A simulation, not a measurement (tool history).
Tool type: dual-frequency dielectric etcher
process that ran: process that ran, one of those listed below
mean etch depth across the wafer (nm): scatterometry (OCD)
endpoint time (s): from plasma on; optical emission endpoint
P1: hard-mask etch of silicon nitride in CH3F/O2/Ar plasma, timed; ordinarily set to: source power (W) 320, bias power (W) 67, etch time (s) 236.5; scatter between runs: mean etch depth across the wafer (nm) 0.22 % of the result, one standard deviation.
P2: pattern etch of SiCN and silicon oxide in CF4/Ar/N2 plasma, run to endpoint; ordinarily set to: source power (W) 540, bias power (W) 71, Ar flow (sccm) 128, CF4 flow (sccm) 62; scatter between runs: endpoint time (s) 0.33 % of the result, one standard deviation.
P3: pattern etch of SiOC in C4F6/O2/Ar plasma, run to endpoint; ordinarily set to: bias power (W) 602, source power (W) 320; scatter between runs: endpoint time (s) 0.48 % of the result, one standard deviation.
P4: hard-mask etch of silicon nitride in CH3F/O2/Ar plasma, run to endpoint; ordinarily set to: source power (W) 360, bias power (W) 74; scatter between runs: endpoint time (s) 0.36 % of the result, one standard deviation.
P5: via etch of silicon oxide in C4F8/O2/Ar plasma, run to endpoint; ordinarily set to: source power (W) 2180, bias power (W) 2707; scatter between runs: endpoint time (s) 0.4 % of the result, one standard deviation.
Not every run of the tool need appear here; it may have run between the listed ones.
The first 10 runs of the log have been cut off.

run	hour	process that ran	source power (W)	bias power (W)	etch time (s)	Ar flow (sccm)	CF4 flow (sccm)	hours since the last wet clean	hours since the last source power generator calibration	hours since the last bias power generator calibration	mean etch depth across the wafer (nm)	endpoint time (s)
11	90.0	P2	540	71		128	75	146.7	526.2	2205.1		12.191
12	96.7	P2	540	71		83	62	153.4	532.9	2211.8		11.694
13	106.5	P5	3080	2707				163.2	542.7	2221.6		245.350
14	115.7	P1	320	44	236.5			172.4	551.9	2230.8	129.750	
15	121.3	P2	540	71		128	62	178.0	557.5	2236.4		12.536
16	128.7	P1	320	67	236.5			185.4	564.9	2243.8	148.690	
17	135.1	P4	360	74				191.8	571.3	2250.2		73.277
18	143.3	P1	320	67	236.5			200.0	579.5	2258.4	149.100	
19	150.0	P5	2180	2707				206.7	586.2	2265.1		279.430
# hour 157.5: source power generator calibrated
20	158.8	P2	540	91		128	62	215.5	1.3	2273.9		11.453
21	164.9	P1	320	44	186.0			221.6	7.4	2280.0	102.120	
22	170.0	P1	260	54	236.5			226.7	12.5	2285.1	128.140	
23	178.9	P5	2180	3791				235.6	21.4	2294.0		251.380
24	189.1	P1	390	67	236.5			245.8	31.6	2304.2	160.380	
25	195.6	P3	320	398				252.3	38.1	2310.7		19.928
26	202.6	P2	650	71		128	62	259.3	45.1	2317.7		10.645
# hour 209.0: wet clean of the chamber
27	212.1	P3	320	602				3.2	54.6	2327.2		17.212
28	217.4	P1	320	89	236.5			8.5	59.9	2332.5	165.180	
29	226.4	P1	320	67	130.0			17.5	68.9	2341.5	81.975	
30	232.2	P5	2180	2707				23.3	74.7	2347.3		279.290
31	237.5	P1	320	67	236.5			28.6	80.0	2352.6	149.110	
32	242.7	P1	320	67	236.5			33.8	85.2	2357.8	148.050	
33	250.2	P1	320	67	236.5			41.3	92.7	2365.3	147.390	
34	255.0	P1	320	67	236.5			46.1	97.5	2370.1	147.210	

What will run 35 give?
35	262.4	P1	320	67	236.5			53.5	104.9	2377.5	?	

{"run 35": {"mean etch depth across the wafer (nm)": 146.84}}

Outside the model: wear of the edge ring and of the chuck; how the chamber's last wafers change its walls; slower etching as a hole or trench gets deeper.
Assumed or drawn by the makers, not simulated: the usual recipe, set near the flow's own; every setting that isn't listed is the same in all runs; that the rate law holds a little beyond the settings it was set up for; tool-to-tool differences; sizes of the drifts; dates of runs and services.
